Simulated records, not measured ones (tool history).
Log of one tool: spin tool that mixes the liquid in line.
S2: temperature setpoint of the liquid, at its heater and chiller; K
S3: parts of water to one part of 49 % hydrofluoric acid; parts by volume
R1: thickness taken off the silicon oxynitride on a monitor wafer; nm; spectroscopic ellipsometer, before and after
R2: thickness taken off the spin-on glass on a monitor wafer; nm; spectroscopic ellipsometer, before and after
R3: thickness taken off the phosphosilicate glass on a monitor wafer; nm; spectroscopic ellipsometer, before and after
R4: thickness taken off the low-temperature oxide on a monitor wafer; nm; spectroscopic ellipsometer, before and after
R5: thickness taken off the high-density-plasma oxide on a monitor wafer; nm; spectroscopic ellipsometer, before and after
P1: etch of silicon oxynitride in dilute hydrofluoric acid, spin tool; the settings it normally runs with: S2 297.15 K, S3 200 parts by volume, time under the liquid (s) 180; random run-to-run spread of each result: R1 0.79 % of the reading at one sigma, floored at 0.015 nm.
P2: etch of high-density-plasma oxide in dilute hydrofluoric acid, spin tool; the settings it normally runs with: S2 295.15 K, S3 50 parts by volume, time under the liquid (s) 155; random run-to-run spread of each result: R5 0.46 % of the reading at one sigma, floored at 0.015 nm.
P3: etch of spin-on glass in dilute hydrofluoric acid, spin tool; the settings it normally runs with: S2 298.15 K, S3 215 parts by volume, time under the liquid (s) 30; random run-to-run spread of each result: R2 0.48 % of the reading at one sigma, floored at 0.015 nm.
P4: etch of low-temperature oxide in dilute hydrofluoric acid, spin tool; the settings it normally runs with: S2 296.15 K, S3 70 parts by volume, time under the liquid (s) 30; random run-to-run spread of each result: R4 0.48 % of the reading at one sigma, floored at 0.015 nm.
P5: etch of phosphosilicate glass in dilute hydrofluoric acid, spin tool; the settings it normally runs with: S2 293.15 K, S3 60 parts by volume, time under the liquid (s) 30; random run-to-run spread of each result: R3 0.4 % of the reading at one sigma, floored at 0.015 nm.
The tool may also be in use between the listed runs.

run 1 hour=8.8 | process_that_ran=P1 S2=297.15 S3=200 time_under_the_liquid_(s)=180 | R1=2.8064
run 2 hour=16.5 | process_that_ran=P3 S2=298.15 S3=215 time_under_the_liquid_(s)=15 | R2=2.7705
run 3 hour=23.5 | process_that_ran=P5 S2=293.15 S3=95 time_under_the_liquid_(s)=30 | R3=19.459
run 4 hour=34.7 | process_that_ran=P4 S2=296.15 S3=35 time_under_the_liquid_(s)=30 | R4=18.5750
run 5 hour=47.5 | process_that_ran=P2 S2=295.15 S3=50 time_under_the_liquid_(s)=155 | R5=20.548
run 6 hour=59.1 | process_that_ran=P4 S2=290.15 S3=70 time_under_the_liquid_(s)=30 | R4=6.9619
run 7 hour=74.1 | process_that_ran=P5 S2=293.15 S3=60 time_under_the_liquid_(s)=50 | R3=53.331
run 8 hour=84.4 | process_that_ran=P2 S2=295.15 S3=50 time_under_the_liquid_(s)=155 | R5=20.613
run 9 hour=95.6 | process_that_ran=P1 S2=297.15 S3=200 time_under_the_liquid_(s)=180 | R1=2.7931
-- hour=106.0 thermometer replaced
run 10 hour=109.1 | process_that_ran=P1 S2=297.15 S3=200 time_under_the_liquid_(s)=180 | R1=2.7754
run 11 hour=118.3 | process_that_ran=P1 S2=297.15 S3=335 time_under_the_liquid_(s)=180 | R1=1.5196
run 12 hour=132.9 | process_that_ran=P1 S2=297.15 S3=200 time_under_the_liquid_(s)=180 | R1=2.8142
run 13 hour=141.8 | process_that_ran=P3 S2=298.15 S3=215 time_under_the_liquid_(s)=30 | R2=5.5213
run 14 hour=155.2 | process_that_ran=P4 S2=296.15 S3=70 time_under_the_liquid_(s)=55 | R4=16.4710
run 15 hour=162.3 | process_that_ran=P3 S2=298.15 S3=390 time_under_the_liquid_(s)=30 | R2=2.5815
run 16 hour=171.9 | process_that_ran=P1 S2=290.15 S3=200 time_under_the_liquid_(s)=180 | R1=2.0276
run 17 hour=179.6 | process_that_ran=P4 S2=296.15 S3=70 time_under_the_liquid_(s)=30 | R4=8.9788
run 18 hour=191.7 | process_that_ran=P1 S2=301.15 S3=200 time_under_the_liquid_(s)=295 | R1=5.4302
run 19 hour=203.0 | process_that_ran=P1 S2=303.15 S3=200 time_under_the_liquid_(s)=180 | R1=3.6044
run 20 hour=218.1 | process_that_ran=P1 S2=297.15 S3=60 time_under_the_liquid_(s)=180 | R1=10.3400
run 21 hour=230.7 | process_that_ran=P5 S2=300.65 S3=60 time_under_the_liquid_(s)=30 | R3=43.246
run 22 hour=242.8 | process_that_ran=P1 S2=297.15 S3=200 time_under_the_liquid_(s)=180 | R1=2.8249
run 23 hour=258.4 | process_that_ran=P3 S2=298.15 S3=215 time_under_the_liquid_(s)=30 | R2=5.5298
run 24 hour=272.8 | process_that_ran=P1 S2=297.15 S3=200 time_under_the_liquid_(s)=285 | R1=4.4666
run 25 hour=280.8 | process_that_ran=P2 S2=295.15 S3=50 time_under_the_liquid_(s)=15 | R5=2.015
run 26 hour=292.9 | process_that_ran=P1 S2=297.15 S3=200 time_under_the_liquid_(s)=180 | R1=2.7934
run 27 hour=300.4 | process_that_ran=P5 S2=293.15 S3=60 time_under_the_liquid_(s)=30 | R3=32.008
run 28 hour=315.2 | process_that_ran=P3 S2=304.65 S3=215 time_under_the_liquid_(s)=30 | R2=6.9194
run 29 hour=328.4 | process_that_ran=P1 S2=297.15 S3=200 time_under_the_liquid_(s)=85 | R1=1.3080
run 30 hour=340.7 | process_that_ran=P2 S2=295.15 S3=20 time_under_the_liquid_(s)=155 | R5=53.503
run 31 hour=351.5 | process_that_ran=P2 S2=290.15 S3=50 time_under_the_liquid_(s)=155 | R5=16.637
run 32 hour=360.6 | process_that_ran=P1 S2=292.15 S3=335 time_under_the_liquid_(s)=180 | R1=1.2175
run 33 hour=376.2 | process_that_ran=P1 S2=297.15 S3=200 time_under_the_liquid_(s)=180 | R1=2.8046
run 34 hour=390.1 | process_that_ran=P1 S2=297.15 S3=200 time_under_the_liquid_(s)=180 | R1=2.8533
run 35 hour=402.7 | process_that_ran=P1 S2=297.15 S3=200 time_under_the_liquid_(s)=180 | R1=2.8678
run 36 hour=413.3 | process_that_ran=P1 S2=297.15 S3=200 time_under_the_liquid_(s)=180 | R1=2.9104
run 37 hour=425.2 | process_that_ran=P1 S2=297.15 S3=200 time_under_the_liquid_(s)=180 | R1=2.8947
run 38 hour=439.5 | process_that_ran=P1 S2=297.15 S3=200 time_under_the_liquid_(s)=180 | R1=2.9413
run 39 hour=453.4 | process_that_ran=P1 S2=297.15 S3=200 time_under_the_liquid_(s)=180 | R1=2.9524
run 40 hour=467.2 | process_that_ran=P1 S2=297.15 S3=200 time_under_the_liquid_(s)=180 | R1=2.9809
run 41 hour=483.0 | process_that_ran=P1 S2=297.15 S3=200 time_under_the_liquid_(s)=180 | R1=2.9835
run 42 hour=497.7 | process_that_ran=P1 S2=297.15 S3=200 time_under_the_liquid_(s)=180 | R1=2.9750
run 43 hour=507.8 | process_that_ran=P1 S2=297.15 S3=200 time_under_the_liquid_(s)=180 | R1=3.0010

P1 has crept away from where it was. The log is fitted equally well by each of these 2 causes, at the sizes shown:
A: liquid hotter than its thermometer reads (K) = 1.43
B: hydrofluoric acid flow above the setpoint (%) = 5.65
The onset of the drift is placed at about hour 376.2.

Below are 4 check runs, each averaged over 2 wafers, with their results shown as question marks. Which of them would give clearly different results depending on which cause is behind the drift?
run check 1 hour=517.9 | process_that_ran=P4 S2=293.15 S3=70 time_under_the_liquid_(s)=30 | R4=?
run check 2 hour=517.9 | process_that_ran=P5 S2=296.65 S3=85 time_under_the_liquid_(s)=30 | R3=?
run check 3 hour=517.9 | process_that_ran=P3 S2=304.15 S3=365 time_under_the_liquid_(s)=30 | R2=?
run check 4 hour=517.9 | process_that_ran=P2 S2=295.15 S3=35 time_under_the_liquid_(s)=75 | R5=?

Outcome of each check run for each possible cause:
check=check_1 result=R4 if_A=8.3878 if_B=8.3857
check=check_2 result=R3 if_A=26.783 if_B=26.878
check=check_3 result=R2 if_A=3.5520 if_B=3.6693
check=check_4 result=R5 if_A=15.408 if_B=15.364
Gap, in per cent, between the two causes that each check separates least, read from the result that separates them most: check 1 0.03 %; check 2 0.35 %; check 3 3.25 %; check 4 0.29 %
Check 3 distinguishes between the causes, while the remaining checks would return nearly the same result for all of them.

Check 3 was then run and gave: R2 3.5665 nm. Which cause is it?

It is A: liquid hotter than its thermometer reads (K).

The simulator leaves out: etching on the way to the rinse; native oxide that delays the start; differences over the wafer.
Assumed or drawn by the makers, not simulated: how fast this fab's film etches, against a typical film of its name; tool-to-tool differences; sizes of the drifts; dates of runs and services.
